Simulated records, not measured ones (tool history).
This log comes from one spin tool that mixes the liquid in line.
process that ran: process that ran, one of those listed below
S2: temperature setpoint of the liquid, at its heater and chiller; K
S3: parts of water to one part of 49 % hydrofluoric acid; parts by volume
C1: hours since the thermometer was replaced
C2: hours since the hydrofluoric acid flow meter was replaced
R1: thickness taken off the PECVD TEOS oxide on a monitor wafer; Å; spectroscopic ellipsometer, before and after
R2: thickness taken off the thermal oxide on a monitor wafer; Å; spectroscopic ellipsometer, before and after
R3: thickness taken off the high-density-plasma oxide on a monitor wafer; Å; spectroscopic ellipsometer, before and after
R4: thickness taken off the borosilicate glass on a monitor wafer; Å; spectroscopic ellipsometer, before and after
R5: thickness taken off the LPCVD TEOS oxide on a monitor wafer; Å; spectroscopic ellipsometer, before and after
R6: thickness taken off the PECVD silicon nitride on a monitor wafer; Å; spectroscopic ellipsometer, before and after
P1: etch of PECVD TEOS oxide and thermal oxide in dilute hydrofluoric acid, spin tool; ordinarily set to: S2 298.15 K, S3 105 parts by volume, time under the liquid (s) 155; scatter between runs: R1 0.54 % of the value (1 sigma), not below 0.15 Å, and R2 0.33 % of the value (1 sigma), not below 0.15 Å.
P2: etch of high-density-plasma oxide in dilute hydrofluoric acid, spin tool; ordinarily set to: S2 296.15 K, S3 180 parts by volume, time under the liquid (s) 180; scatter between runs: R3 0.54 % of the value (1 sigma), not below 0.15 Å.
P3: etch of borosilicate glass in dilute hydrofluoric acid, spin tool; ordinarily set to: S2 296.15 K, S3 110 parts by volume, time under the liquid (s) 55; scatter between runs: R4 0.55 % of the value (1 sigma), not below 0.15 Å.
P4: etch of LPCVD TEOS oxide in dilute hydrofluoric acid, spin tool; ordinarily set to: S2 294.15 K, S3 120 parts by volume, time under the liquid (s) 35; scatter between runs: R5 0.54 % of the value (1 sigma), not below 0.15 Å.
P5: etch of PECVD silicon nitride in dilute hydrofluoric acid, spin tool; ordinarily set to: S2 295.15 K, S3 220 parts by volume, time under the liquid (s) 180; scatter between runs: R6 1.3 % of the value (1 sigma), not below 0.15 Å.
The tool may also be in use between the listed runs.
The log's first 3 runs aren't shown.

run 4 hour=17.4 | process_that_ran=P3 S2=290.15 S3=110 time_under_the_liquid_(s)=55 | C1=1639.8 C2=808.1 | R4=83.87
run 5 hour=22.8 | process_that_ran=P4 S2=294.15 S3=120 time_under_the_liquid_(s)=60 | C1=1645.2 C2=813.5 | R5=185.49
run 6 hour=26.6 | process_that_ran=P1 S2=298.15 S3=105 time_under_the_liquid_(s)=305 | C1=1649 C2=817.3 | R1=511.99 R2=140.62
run 7 hour=30.7 | process_that_ran=P4 S2=294.15 S3=120 time_under_the_liquid_(s)=35 | C1=1653.1 C2=821.4 | R5=107.96
run 8 hour=37 | process_that_ran=P2 S2=296.15 S3=180 time_under_the_liquid_(s)=180 | C1=1659.4 C2=827.7 | R3=80.355
run 9 hour=42.8 | process_that_ran=P3 S2=296.15 S3=25 time_under_the_liquid_(s)=55 | C1=1665.2 C2=833.5 | R4=525.95
run 10 hour=49.2 | process_that_ran=P5 S2=295.15 S3=220 time_under_the_liquid_(s)=350 | C1=1671.6 C2=839.9 | R6=34.38
run 11 hour=54.8 | process_that_ran=P3 S2=296.15 S3=110 time_under_the_liquid_(s)=55 | C1=1677.2 C2=845.5 | R4=107.67
-- hour=58.1 hydrofluoric acid flow meter replaced
run 12 hour=60.4 | process_that_ran=P2 S2=296.15 S3=180 time_under_the_liquid_(s)=20 | C1=1682.8 C2=2.4 | R3=9.0247
run 13 hour=65.9 | process_that_ran=P1 S2=298.15 S3=105 time_under_the_liquid_(s)=55 | C1=1688.3 C2=7.9 | R1=92.72 R2=25.377
run 14 hour=70.4 | process_that_ran=P1 S2=298.15 S3=105 time_under_the_liquid_(s)=155 | C1=1692.8 C2=12.4 | R1=259.8 R2=71.099
run 15 hour=74.3 | process_that_ran=P2 S2=296.15 S3=75 time_under_the_liquid_(s)=180 | C1=1696.7 C2=16.3 | R3=215.48
run 16 hour=80.8 | process_that_ran=P1 S2=298.15 S3=105 time_under_the_liquid_(s)=155 | C1=1703.2 C2=22.8 | R1=263.53 R2=71.659
run 17 hour=87.4 | process_that_ran=P1 S2=293.15 S3=105 time_under_the_liquid_(s)=155 | C1=1709.8 C2=29.4 | R1=214.81 R2=58.573
run 18 hour=92.6 | process_that_ran=P4 S2=294.15 S3=205 time_under_the_liquid_(s)=35 | C1=1715 C2=34.6 | R5=57.322
run 19 hour=97.6 | process_that_ran=P1 S2=306.65 S3=105 time_under_the_liquid_(s)=155 | C1=1720 C2=39.6 | R1=364.28 R2=98.834
run 20 hour=102.1 | process_that_ran=P2 S2=296.15 S3=180 time_under_the_liquid_(s)=180 | C1=1724.5 C2=44.1 | R3=80.134
run 21 hour=105.4 | process_that_ran=P5 S2=295.15 S3=220 time_under_the_liquid_(s)=180 | C1=1727.8 C2=47.4 | R6=17.743
run 22 hour=108.9 | process_that_ran=P1 S2=298.15 S3=55 time_under_the_liquid_(s)=155 | C1=1731.3 C2=50.9 | R1=533.35 R2=146.01
run 23 hour=113.1 | process_that_ran=P4 S2=299.65 S3=120 time_under_the_liquid_(s)=35 | C1=1735.5 C2=55.1 | R5=133.25
run 24 hour=117.7 | process_that_ran=P1 S2=304.65 S3=105 time_under_the_liquid_(s)=225 | C1=1740.1 C2=59.7 | R1=481.88 R2=132.66
run 25 hour=124.3 | process_that_ran=P1 S2=298.15 S3=105 time_under_the_liquid_(s)=155 | C1=1746.7 C2=66.3 | R1=263.67 R2=71.799
run 26 hour=129.6 | process_that_ran=P3 S2=296.15 S3=110 time_under_the_liquid_(s)=90 | C1=1752 C2=71.6 | R4=174.61

For run 27, what comes out?
run 27 hour=133.2 | process_that_ran=P5 S2=299.65 S3=220 time_under_the_liquid_(s)=180 | C1=1755.6 C2=75.2 | R6=?

{"run 27": {"R6": 23.163}}

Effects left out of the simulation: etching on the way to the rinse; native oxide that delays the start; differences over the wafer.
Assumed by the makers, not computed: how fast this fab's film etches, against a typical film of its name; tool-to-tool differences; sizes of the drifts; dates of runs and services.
